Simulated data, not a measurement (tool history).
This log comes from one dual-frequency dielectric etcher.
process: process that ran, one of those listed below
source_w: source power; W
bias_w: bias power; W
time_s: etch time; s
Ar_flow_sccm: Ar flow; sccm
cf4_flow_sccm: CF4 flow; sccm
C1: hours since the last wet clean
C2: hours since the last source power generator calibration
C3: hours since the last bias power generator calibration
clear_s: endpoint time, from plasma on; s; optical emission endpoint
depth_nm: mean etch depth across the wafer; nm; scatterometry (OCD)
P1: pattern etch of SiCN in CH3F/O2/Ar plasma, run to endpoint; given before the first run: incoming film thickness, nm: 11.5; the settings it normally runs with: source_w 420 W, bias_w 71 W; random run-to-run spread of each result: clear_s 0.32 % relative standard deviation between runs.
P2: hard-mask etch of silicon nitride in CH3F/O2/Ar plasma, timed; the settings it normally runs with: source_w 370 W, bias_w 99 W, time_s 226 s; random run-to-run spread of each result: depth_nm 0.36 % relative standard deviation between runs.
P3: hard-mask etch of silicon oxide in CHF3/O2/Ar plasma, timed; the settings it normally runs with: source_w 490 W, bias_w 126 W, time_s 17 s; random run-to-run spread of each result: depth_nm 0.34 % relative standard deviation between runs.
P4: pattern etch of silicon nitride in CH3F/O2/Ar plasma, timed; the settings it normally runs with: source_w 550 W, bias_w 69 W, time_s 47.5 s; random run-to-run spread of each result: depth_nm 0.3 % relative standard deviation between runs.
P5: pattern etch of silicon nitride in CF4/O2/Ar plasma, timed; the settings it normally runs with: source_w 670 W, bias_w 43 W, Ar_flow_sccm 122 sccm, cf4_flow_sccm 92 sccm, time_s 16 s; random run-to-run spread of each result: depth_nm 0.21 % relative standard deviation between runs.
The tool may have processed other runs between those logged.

Run 1, hour 5: process P1, source_w 420 W, bias_w 71 W; C1 156.2; C2 702.8; C3 2777.3. Result: clear_s 31.461 s.
Run 2, hour 13.9: process P1, source_w 570 W, bias_w 48 W; C1 165.1; C2 711.7; C3 2786.2. Result: clear_s 31.845 s.
Run 3, hour 20.5: process P4, source_w 710 W, bias_w 69 W, time_s 47.5 s; C1 171.7; C2 718.3; C3 2792.8. Result: depth_nm 41.138 nm.
Run 4, hour 29.4: process P3, source_w 490 W, bias_w 126 W, time_s 21.5 s; C1 180.6; C2 727.2; C3 2801.7. Result: depth_nm 33.944 nm.
At hour 32.5: bias power generator calibrated.
Run 5, hour 34.4: process P1, source_w 420 W, bias_w 71 W; C1 185.6; C2 732.2; C3 1.9. Result: clear_s 31.449 s.
Run 6, hour 39.8: process P1, source_w 420 W, bias_w 71 W; C1 191; C2 737.6; C3 7.3. Result: clear_s 31.402 s.
Run 7, hour 47.1: process P5, source_w 670 W, bias_w 43 W, time_s 16 s, Ar_flow_sccm 122 sccm, cf4_flow_sccm 71 sccm; C1 198.3; C2 744.9; C3 14.6. Result: depth_nm 34.817 nm.
Run 8, hour 55: process P1, source_w 420 W, bias_w 71 W; C1 206.2; C2 752.8; C3 22.5. Result: clear_s 31.41 s.
Run 9, hour 59.7: process P3, source_w 490 W, bias_w 176 W, time_s 17 s; C1 210.9; C2 757.5; C3 27.2. Result: depth_nm 29.89 nm.
Run 10, hour 64.5: process P2, source_w 370 W, bias_w 99 W, time_s 226 s; C1 215.7; C2 762.3; C3 32. Result: depth_nm 173.32 nm.
Run 11, hour 72.6: process P4, source_w 550 W, bias_w 69 W, time_s 35.5 s; C1 223.8; C2 770.4; C3 40.1. Result: depth_nm 27.933 nm.
Run 12, hour 79.2: process P5, source_w 670 W, bias_w 43 W, time_s 22.5 s, Ar_flow_sccm 122 sccm, cf4_flow_sccm 92 sccm; C1 230.4; C2 777; C3 46.7. Result: depth_nm 51.015 nm.
Run 13, hour 83.4: process P1, source_w 580 W, bias_w 71 W; C1 234.6; C2 781.2; C3 50.9. Result: clear_s 27.987 s.
Run 14, hour 88.3: process P1, source_w 420 W, bias_w 71 W; C1 239.5; C2 786.1; C3 55.8. Result: clear_s 31.409 s.
Run 15, hour 93.5: process P1, source_w 320 W, bias_w 71 W; C1 244.7; C2 791.3; C3 61. Result: clear_s 34.743 s.
Run 16, hour 102.5: process P4, source_w 550 W, bias_w 49 W, time_s 47.5 s; C1 253.7; C2 800.3; C3 70. Result: depth_nm 33.326 nm.
Run 17, hour 110.1: process P5, source_w 670 W, bias_w 43 W, time_s 16 s, Ar_flow_sccm 122 sccm, cf4_flow_sccm 92 sccm; C1 261.3; C2 807.9; C3 77.6. Result: depth_nm 36.259 nm.
Run 18, hour 115.2: process P2, source_w 370 W, bias_w 99 W, time_s 157.5 s; C1 266.4; C2 813; C3 82.7. Result: depth_nm 121.06 nm.
Run 19, hour 120.6: process P1, source_w 420 W, bias_w 101 W; C1 271.8; C2 818.4; C3 88.1. Result: clear_s 27.675 s.
Run 20, hour 126.3: process P3, source_w 610 W, bias_w 126 W, time_s 17 s; C1 277.5; C2 824.1; C3 93.8. Result: depth_nm 29.124 nm.
Run 21, hour 133.3: process P1, source_w 420 W, bias_w 47 W; C1 284.5; C2 831.1; C3 100.8. Result: clear_s 36.226 s.
Run 22, hour 142.6: process P5, source_w 440 W, bias_w 43 W, time_s 16 s, Ar_flow_sccm 122 sccm, cf4_flow_sccm 92 sccm; C1 293.8; C2 840.4; C3 110.1. Result: depth_nm 25.087 nm.
Run 23, hour 146.7: process P2, source_w 470 W, bias_w 99 W, time_s 226 s; C1 297.9; C2 844.5; C3 114.2. Result: depth_nm 189.81 nm.
Run 24, hour 153.1: process P3, source_w 490 W, bias_w 126 W, time_s 17 s; C1 304.3; C2 850.9; C3 120.6. Result: depth_nm 27.006 nm.
Run 25, hour 160.6: process P2, source_w 370 W, bias_w 139 W, time_s 226 s; C1 311.8; C2 858.4; C3 128.1. Result: depth_nm 199.19 nm.
Run 26, hour 166.8: process P4, source_w 550 W, bias_w 69 W, time_s 47.5 s; C1 318; C2 864.6; C3 134.3. Result: depth_nm 37.205 nm.
Run 27, hour 173.5: process P4, source_w 550 W, bias_w 69 W, time_s 47.5 s; C1 324.7; C2 871.3; C3 141. Result: depth_nm 37.195 nm.
Run 28, hour 180.9: process P5, source_w 670 W, bias_w 51 W, time_s 16 s, Ar_flow_sccm 122 sccm, cf4_flow_sccm 92 sccm; C1 332.1; C2 878.7; C3 148.4. Result: depth_nm 38.43 nm.
Run 29, hour 186.3: process P3, source_w 490 W, bias_w 126 W, time_s 17 s; C1 337.5; C2 884.1; C3 153.8. Result: depth_nm 26.776 nm.
Run 30, hour 194.4: process P5, source_w 670 W, bias_w 43 W, time_s 16 s, Ar_flow_sccm 122 sccm, cf4_flow_sccm 92 sccm; C1 345.6; C2 892.2; C3 161.9. Result: depth_nm 36.197 nm.
Run 31, hour 203.2: process P1, source_w 350 W, bias_w 84 W; C1 354.4; C2 901; C3 170.7. Result: clear_s 31.876 s.
Run 32, hour 212.2: process P5, source_w 670 W, bias_w 43 W, time_s 16 s, Ar_flow_sccm 161 sccm, cf4_flow_sccm 92 sccm; C1 363.4; C2 910; C3 179.7. Result: depth_nm 34.731 nm.
Run 33, hour 221: process P1, source_w 420 W, bias_w 71 W; C1 372.2; C2 918.8; C3 188.5. Result: clear_s 31.6 s.
Run 34, hour 229.9: process P1, source_w 420 W, bias_w 71 W; C1 381.1; C2 927.7; C3 197.4. Result: clear_s 31.476 s.
Run 35, hour 234.9: process P1, source_w 420 W, bias_w 71 W; C1 386.1; C2 932.7; C3 202.4. Result: clear_s 31.709 s.
Run 36, hour 242: process P1, source_w 420 W, bias_w 71 W; C1 393.2; C2 939.8; C3 209.5. Result: clear_s 32.007 s.
Run 37, hour 247: process P1, source_w 420 W, bias_w 71 W; C1 398.2; C2 944.8; C3 214.5. Result: clear_s 31.825 s.
At hour 249.1: wet clean of the chamber.
Run 38, hour 253.7: process P1, source_w 420 W, bias_w 71 W; C1 4.7; C2 951.5; C3 221.2. Result: clear_s 31.861 s.
Run 39, hour 263.1: process P1, source_w 420 W, bias_w 71 W; C1 14.1; C2 960.9; C3 230.6. Result: clear_s 32.045 s.
Run 40, hour 272.1: process P1, source_w 420 W, bias_w 71 W; C1 23.1; C2 969.9; C3 239.6. Result: clear_s 31.911 s.

What P1 gives has crept away from where it was. These 2 causes fit the log equally well, each at the size given:
A: source power that arrives under what is set, % = 4.2
B: bias power that arrives under what is set, % = 4.52
The onset of the drift is placed at about hour 229.9.
Each remaining cause and why it is not a fit:
chamber walls in a state that lowers the etch rate, %: serviced at hour 249.1, after the drift had started, without restoring the earlier output

Listed below are the offered check runs, one wafer per run, with question marks in place of results. For which of them would the causes give clearly different outcomes?
Run check 1, hour 281.1: process P5, source_w 670 W, bias_w 43 W, time_s 16 s, Ar_flow_sccm 122 sccm, cf4_flow_sccm 92 sccm. Result: depth_nm ?.
Run check 2, hour 281.1: process P3, source_w 490 W, bias_w 126 W, time_s 17 s. Result: depth_nm ?.
Run check 3, hour 281.1: process P4, source_w 550 W, bias_w 69 W, time_s 47.5 s. Result: depth_nm ?.
Run check 4, hour 281.1: process P2, source_w 370 W, bias_w 99 W, time_s 226 s. Result: depth_nm ?.

Check results expected under each cause:
  check    result    if A    if B
check 1  depth_nm  34.921  35.645
check 2  depth_nm  26.412  26.469
check 3  depth_nm  36.601  36.646
check 4  depth_nm  171.64  171.47
Minimum pairwise separation of causes per check, each pair taken at its best-separating result: check 1 2.05 %; check 2 0.21 %; check 3 0.12 %; check 4 0.1 %
Check 1 distinguishes between the causes, while the remaining checks would return nearly the same result for all of them.

Check 1 was then run and gave: depth_nm 35.662 nm. Which cause is it?

It was cause B: bias power that arrives under what is set, %.

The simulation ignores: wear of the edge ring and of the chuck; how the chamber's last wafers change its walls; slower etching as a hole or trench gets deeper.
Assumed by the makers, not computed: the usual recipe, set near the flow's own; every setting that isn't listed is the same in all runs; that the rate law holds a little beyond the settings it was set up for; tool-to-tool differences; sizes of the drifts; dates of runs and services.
